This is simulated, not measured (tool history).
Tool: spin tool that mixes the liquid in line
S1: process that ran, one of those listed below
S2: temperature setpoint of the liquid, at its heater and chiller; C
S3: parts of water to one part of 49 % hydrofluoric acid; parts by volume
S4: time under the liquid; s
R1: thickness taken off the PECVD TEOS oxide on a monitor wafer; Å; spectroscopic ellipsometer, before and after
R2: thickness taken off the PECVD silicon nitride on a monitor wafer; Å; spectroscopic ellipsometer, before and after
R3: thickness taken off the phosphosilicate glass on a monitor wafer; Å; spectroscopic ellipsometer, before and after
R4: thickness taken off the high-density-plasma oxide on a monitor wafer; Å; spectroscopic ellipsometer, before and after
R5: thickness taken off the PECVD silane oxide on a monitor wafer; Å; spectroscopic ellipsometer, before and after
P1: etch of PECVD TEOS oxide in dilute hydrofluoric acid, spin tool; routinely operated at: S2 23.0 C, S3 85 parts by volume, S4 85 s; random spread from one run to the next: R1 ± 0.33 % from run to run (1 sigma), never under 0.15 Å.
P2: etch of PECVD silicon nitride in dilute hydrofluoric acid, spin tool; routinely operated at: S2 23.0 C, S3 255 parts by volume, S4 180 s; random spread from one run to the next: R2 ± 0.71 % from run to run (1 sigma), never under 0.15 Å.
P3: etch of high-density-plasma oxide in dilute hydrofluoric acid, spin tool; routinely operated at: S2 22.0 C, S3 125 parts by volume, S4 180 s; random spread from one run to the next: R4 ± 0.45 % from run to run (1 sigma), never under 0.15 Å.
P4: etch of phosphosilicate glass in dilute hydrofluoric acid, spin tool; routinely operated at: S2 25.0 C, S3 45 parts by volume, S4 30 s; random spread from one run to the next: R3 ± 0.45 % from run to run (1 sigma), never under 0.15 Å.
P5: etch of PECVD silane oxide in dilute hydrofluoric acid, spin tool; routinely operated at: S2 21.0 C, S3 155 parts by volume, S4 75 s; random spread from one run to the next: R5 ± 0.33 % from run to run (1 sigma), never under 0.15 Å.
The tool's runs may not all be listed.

run,hour,S1,S2,S3,S4,R1,R2,R3,R4,R5
1,10.6,P1,23.0,85,85,158.690,,,,
2,20.8,P2,30.5,255,180,,48.419,,,
3,28.0,P1,23.0,85,85,159.140,,,,
4,35.3,P4,25.0,45,50,,,879.42,,
5,43.9,P2,23.0,470,180,,16.622,,,
6,52.3,P1,23.0,125,120,144.850,,,,
7,60.8,P3,22.0,210,180,,,,45.293,
8,70.8,P1,23.0,85,85,158.410,,,,
9,78.0,P1,23.0,55,130,388.210,,,,
10,85.6,P1,23.0,50,85,280.540,,,,
11,92.3,P1,28.5,85,85,197.830,,,,
12,99.4,P2,23.0,255,20,,3.099,,,
13,106.6,P3,22.0,125,340,,,,158.560,
14,113.2,P3,22.0,125,180,,,,83.490,
15,125.2,P5,21.0,155,15,,,,,20.108
16,133.9,P5,21.0,75,75,,,,,228.620
17,141.3,P1,23.0,85,25,46.459,,,,
18,149.7,P4,25.0,25,30,,,972.79,,
19,155.6,P5,21.0,155,75,,,,,101.210
20,165.0,P4,25.0,45,30,,,529.16,,
# hour 172.0: hydrofluoric acid flow meter replaced
21,174.2,P1,23.0,110,125,175.230,,,,
22,181.9,P4,21.5,45,30,,,458.22,,
23,191.8,P2,23.0,255,180,,30.691,,,
24,201.7,P5,26.5,155,75,,,,,125.610
25,210.8,P1,23.0,85,85,158.570,,,,
26,222.2,P1,23.0,145,85,86.624,,,,
27,229.8,P3,17.0,125,180,,,,68.073,
28,241.0,P5,21.0,155,75,,,,,100.780
29,250.4,P1,18.5,85,85,132.330,,,,
30,260.1,P1,23.0,85,85,158.980,,,,
31,269.1,P1,23.0,85,135,253.110,,,,
32,277.2,P1,23.0,85,85,158.340,,,,
33,289.0,P1,23.0,85,85,164.820,,,,
34,295.4,P1,23.0,85,85,168.060,,,,
35,304.3,P1,23.0,85,85,170.740,,,,
36,311.7,P1,23.0,85,85,171.650,,,,
37,321.2,P1,23.0,85,85,171.980,,,,
38,328.9,P1,23.0,85,85,172.940,,,,
39,339.3,P1,23.0,85,85,172.890,,,,
40,348.4,P1,23.0,85,85,173.690,,,,
41,354.6,P1,23.0,85,85,174.140,,,,
42,363.4,P1,23.0,85,85,174.170,,,,

P1 has crept away from where it was. The log is fitted equally well by each of these 2 causes, at the sizes shown:
A: liquid hotter than its thermometer reads (K) = 2.36
B: hydrofluoric acid flow above the setpoint (%) = 8.93
Onset of the creep was near hour 277.2.

The check runs listed below each take one wafer, and their results are still question marks. Under which run would the listed causes lead to clearly different results?
check 1,372.2,P2,23.0,255,180,,?,,,
check 2,372.2,P3,22.0,125,180,,,,?,
check 3,372.2,P5,21.0,155,75,,,,,?
check 4,372.2,P4,25.0,45,30,,,?,,

What each check would give under each cause:
check,result,if A,if B
check 1,R2,35.477,33.351
check 2,R4,91.472,91.900
check 3,R5,110.890,111.730
check 4,R3,581.93,578.88
Smallest distance between any two causes, each pair judged by its most separating result, in per cent: check 1 6.18 %; check 2 0.47 %; check 3 0.75 %; check 4 0.53 %
Check 1 tells the causes apart: in the others they would give nearly the same result.

Running check 1 produced the following: R2 35.342 Å. Which one of the listed causes fits?

It is A: liquid hotter than its thermometer reads (K).
